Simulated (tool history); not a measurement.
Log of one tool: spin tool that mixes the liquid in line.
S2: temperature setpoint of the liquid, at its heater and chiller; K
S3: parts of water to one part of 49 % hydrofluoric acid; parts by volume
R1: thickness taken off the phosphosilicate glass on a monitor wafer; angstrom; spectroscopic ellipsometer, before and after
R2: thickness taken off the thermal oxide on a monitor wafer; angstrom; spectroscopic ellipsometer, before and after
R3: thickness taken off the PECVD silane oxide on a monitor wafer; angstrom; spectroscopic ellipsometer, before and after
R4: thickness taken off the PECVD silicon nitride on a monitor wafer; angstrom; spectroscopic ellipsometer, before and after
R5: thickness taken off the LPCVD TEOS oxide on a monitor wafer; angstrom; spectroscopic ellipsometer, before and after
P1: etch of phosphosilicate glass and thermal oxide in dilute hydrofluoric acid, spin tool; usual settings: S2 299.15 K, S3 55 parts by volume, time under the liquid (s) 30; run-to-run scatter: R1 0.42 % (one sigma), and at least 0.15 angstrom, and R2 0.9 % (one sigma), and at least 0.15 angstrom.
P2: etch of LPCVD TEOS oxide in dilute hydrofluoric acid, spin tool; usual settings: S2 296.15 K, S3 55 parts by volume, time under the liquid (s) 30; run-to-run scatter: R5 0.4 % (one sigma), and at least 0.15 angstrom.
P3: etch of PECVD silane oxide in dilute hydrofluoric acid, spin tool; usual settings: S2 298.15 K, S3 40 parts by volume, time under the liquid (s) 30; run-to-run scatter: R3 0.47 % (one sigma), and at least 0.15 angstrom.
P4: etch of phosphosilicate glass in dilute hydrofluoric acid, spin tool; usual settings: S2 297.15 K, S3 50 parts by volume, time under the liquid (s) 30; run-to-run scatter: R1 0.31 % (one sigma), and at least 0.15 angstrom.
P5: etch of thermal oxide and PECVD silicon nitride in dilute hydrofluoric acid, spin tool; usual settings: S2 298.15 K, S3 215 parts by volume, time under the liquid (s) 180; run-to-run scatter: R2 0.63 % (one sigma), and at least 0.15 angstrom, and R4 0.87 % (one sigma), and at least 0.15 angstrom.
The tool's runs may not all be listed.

run 1 day=0.612 | process_that_ran=P1 S2=299.15 S3=55 time_under_the_liquid_(s)=30 | R1=821.89 R2=31.1850
run 2 day=1.267 | process_that_ran=P1 S2=299.15 S3=90 time_under_the_liquid_(s)=30 | R1=479.29 R2=17.8060
run 3 day=1.767 | process_that_ran=P1 S2=299.15 S3=20 time_under_the_liquid_(s)=30 | R1=2377.40 R2=90.9270
run 4 day=2.500 | process_that_ran=P3 S2=298.15 S3=40 time_under_the_liquid_(s)=30 | R3=352.47
run 5 day=3.083 | process_that_ran=P3 S2=298.15 S3=40 time_under_the_liquid_(s)=30 | R3=349.89
run 6 day=3.767 | process_that_ran=P5 S2=298.15 S3=215 time_under_the_liquid_(s)=180 | R2=36.1180 R4=30.8780
run 7 day=4.267 | process_that_ran=P2 S2=296.15 S3=55 time_under_the_liquid_(s)=55 | R5=269.77
run 8 day=4.921 | process_that_ran=P1 S2=299.15 S3=55 time_under_the_liquid_(s)=30 | R1=816.57 R2=31.2590
run 9 day=5.412 | process_that_ran=P3 S2=298.15 S3=40 time_under_the_liquid_(s)=15 | R3=174.23
run 10 day=5.771 | process_that_ran=P4 S2=300.65 S3=50 time_under_the_liquid_(s)=30 | R1=674.79
run 11 day=6.400 | process_that_ran=P5 S2=298.15 S3=40 time_under_the_liquid_(s)=180 | R2=238.1200 R4=163.3700
run 12 day=6.867 | process_that_ran=P1 S2=293.15 S3=55 time_under_the_liquid_(s)=30 | R1=641.14 R2=24.6000
run 13 day=7.233 | process_that_ran=P1 S2=299.15 S3=55 time_under_the_liquid_(s)=30 | R1=822.62 R2=31.0620
run 14 day=7.704 | process_that_ran=P2 S2=296.15 S3=20 time_under_the_liquid_(s)=30 | R5=425.97
run 15 day=8.129 | process_that_ran=P1 S2=299.15 S3=55 time_under_the_liquid_(s)=30 | R1=822.21 R2=31.0490
run 16 day=8.533 | process_that_ran=P3 S2=290.65 S3=40 time_under_the_liquid_(s)=30 | R3=255.01
run 17 day=9.000 | process_that_ran=P1 S2=299.15 S3=55 time_under_the_liquid_(s)=15 | R1=409.51 R2=15.6530
run 18 day=9.675 | process_that_ran=P1 S2=299.15 S3=55 time_under_the_liquid_(s)=45 | R1=1238.80 R2=47.3260
run 19 day=10.204 | process_that_ran=P2 S2=303.15 S3=55 time_under_the_liquid_(s)=30 | R5=196.26
run 20 day=10.567 | process_that_ran=P3 S2=298.15 S3=65 time_under_the_liquid_(s)=30 | R3=209.10
run 21 day=11.362 | process_that_ran=P5 S2=302.15 S3=215 time_under_the_liquid_(s)=180 | R2=41.7930 R4=38.8010
run 22 day=11.721 | process_that_ran=P1 S2=299.15 S3=55 time_under_the_liquid_(s)=30 | R1=819.09 R2=31.5600
run 23 day=12.350 | process_that_ran=P1 S2=307.15 S3=55 time_under_the_liquid_(s)=30 | R1=1123.50 R2=43.2210
run 24 day=12.704 | process_that_ran=P4 S2=297.15 S3=50 time_under_the_liquid_(s)=30 | R1=584.78
run 25 day=13.417 | process_that_ran=P1 S2=306.65 S3=55 time_under_the_liquid_(s)=15 | R1=551.70 R2=20.6520
run 26 day=13.808 | process_that_ran=P5 S2=298.15 S3=215 time_under_the_liquid_(s)=45 | R2=8.8038 R4=7.6499
run 27 day=14.400 | process_that_ran=P2 S2=296.15 S3=55 time_under_the_liquid_(s)=30 | R5=146.58
run 28 day=14.871 | process_that_ran=P1 S2=295.15 S3=55 time_under_the_liquid_(s)=55 | R1=1275.20 R2=47.1380
run 29 day=15.296 | process_that_ran=P2 S2=296.15 S3=55 time_under_the_liquid_(s)=30 | R5=148.31
run 30 day=15.692 | process_that_ran=P4 S2=297.15 S3=50 time_under_the_liquid_(s)=55 | R1=1068.10
run 31 day=16.312 | process_that_ran=P1 S2=299.15 S3=20 time_under_the_liquid_(s)=15 | R1=1182.40 R2=44.6050
run 32 day=16.962 | process_that_ran=P4 S2=297.15 S3=20 time_under_the_liquid_(s)=30 | R1=1521.20
run 33 day=17.754 | process_that_ran=P1 S2=299.15 S3=55 time_under_the_liquid_(s)=30 | R1=826.47 R2=31.0530
run 34 day=18.375 | process_that_ran=P1 S2=299.15 S3=55 time_under_the_liquid_(s)=30 | R1=803.68 R2=30.6170
run 35 day=19.017 | process_that_ran=P1 S2=299.15 S3=55 time_under_the_liquid_(s)=30 | R1=783.46 R2=29.6210
run 36 day=19.667 | process_that_ran=P1 S2=299.15 S3=55 time_under_the_liquid_(s)=30 | R1=785.40 R2=29.2870
run 37 day=20.021 | process_that_ran=P1 S2=299.15 S3=55 time_under_the_liquid_(s)=30 | R1=778.27 R2=29.3980
run 38 day=20.467 | process_that_ran=P1 S2=299.15 S3=55 time_under_the_liquid_(s)=30 | R1=777.86 R2=29.4220
run 39 day=20.850 | process_that_ran=P1 S2=299.15 S3=55 time_under_the_liquid_(s)=30 | R1=779.05 R2=29.4610

What P1 gives has crept away from where it was. These 2 causes fit the log equally well, each at the size given:
A: hydrofluoric acid flow below the setpoint (%) = 5.2
B: liquid colder than its thermometer reads (K) = 1.42
The creep began at about day 17.754.

4 check runs are offered, each on 3 wafers whose results are averaged, their results left as question marks. Which one tells the causes apart?
run check 1 day=21.233 | process_that_ran=P4 S2=297.15 S3=35 time_under_the_liquid_(s)=45 | R1=?
run check 2 day=21.233 | process_that_ran=P3 S2=298.15 S3=50 time_under_the_liquid_(s)=15 | R3=?
run check 3 day=21.233 | process_that_ran=P5 S2=298.15 S3=45 time_under_the_liquid_(s)=180 | R2=? R4=?
run check 4 day=21.233 | process_that_ran=P2 S2=300.65 S3=35 time_under_the_liquid_(s)=30 | R5=?

What each check would give under each cause:
check=check_1 result=R1 if_A=1208.50 if_B=1204.30
check=check_2 result=R3 if_A=130.40 if_B=130.24
check=check_3 result=R2 if_A=199.4900 if_B=199.1500
check=check_3 result=R4 if_A=137.2000 if_B=131.3600
check=check_4 result=R5 if_A=271.33 if_B=270.86
How far apart the two closest causes lie, in the result that separates them most: check 1 0.35 %; check 2 0.12 %; check 3 4.35 %; check 4 0.17 %
Only check 3 tells the causes apart: in the others they would give nearly the same result.

Check 3 was then run and gave: R2 199.4700 angstrom; R4 137.2200 angstrom. Which cause is it?

It is A: hydrofluoric acid flow below the setpoint (%).
